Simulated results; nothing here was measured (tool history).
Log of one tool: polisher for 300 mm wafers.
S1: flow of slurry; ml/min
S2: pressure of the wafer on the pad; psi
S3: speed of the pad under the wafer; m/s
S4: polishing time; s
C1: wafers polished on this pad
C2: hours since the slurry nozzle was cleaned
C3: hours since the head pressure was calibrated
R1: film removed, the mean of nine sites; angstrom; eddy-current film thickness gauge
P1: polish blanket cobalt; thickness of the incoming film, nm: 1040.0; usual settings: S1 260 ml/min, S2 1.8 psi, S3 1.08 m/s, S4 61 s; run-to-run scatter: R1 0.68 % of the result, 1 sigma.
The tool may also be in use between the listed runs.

run	hour	S1	S2	S3	S4	C1	C2	C3	R1
1	6.1	260	1.8	1.08	61	651	277.5	387.2	3023.8
2	16.4	260	2.7	1.08	61	779	287.8	397.5	4505.1
3	22.7	260	1.8	1.08	61	857	294.1	403.8	3025.2
4	32	260	1.8	1.08	61	972	303.4	413.1	2982.3
5	38.2	260	1.8	1.66	61	1049	309.6	419.3	4632
6	48	260	1.8	1.08	82	1171	319.4	429.1	4044.5
7	57.7	260	0.8	1.08	61	1291	329.1	438.8	1341.1
8	63.4	200	1.8	1.08	33	1362	334.8	444.5	1576.2
9	73.4	260	1.8	1.08	61	1486	344.8	454.5	3004.2
10	79.5	380	1.8	1.08	61	1561	350.9	460.6	3095.4
11	85.6	260	1.8	1.08	61	1637	357	466.7	3034.5
12	92.8	260	1.8	1.08	27	1726	364.2	473.9	1326.7
13	100.6	260	1.8	0.52	61	1823	372	481.7	1452.1
14	110.4	260	1.8	1.08	61	1944	381.8	491.5	2995
15	119	260	1.8	1.64	75	2051	390.4	500.1	5652.6
16	126.4	155	1.8	1.08	61	2143	397.8	507.5	2802.3
17	131.4	260	1.8	1.08	61	2205	402.8	512.5	3005.8
18	140.8	260	1.8	1.08	61	2321	412.2	521.9	3004.2
19	151.5	260	1.8	1.08	61	2454	422.9	532.6	2922.5
20	161	260	1.8	1.08	61	2572	432.4	542.1	2911.9

The next listed run, before its measurement:
21	170.3	260	1.8	1.08	61	2687	441.7	551.4	?

R1: 2840.1 angstrom
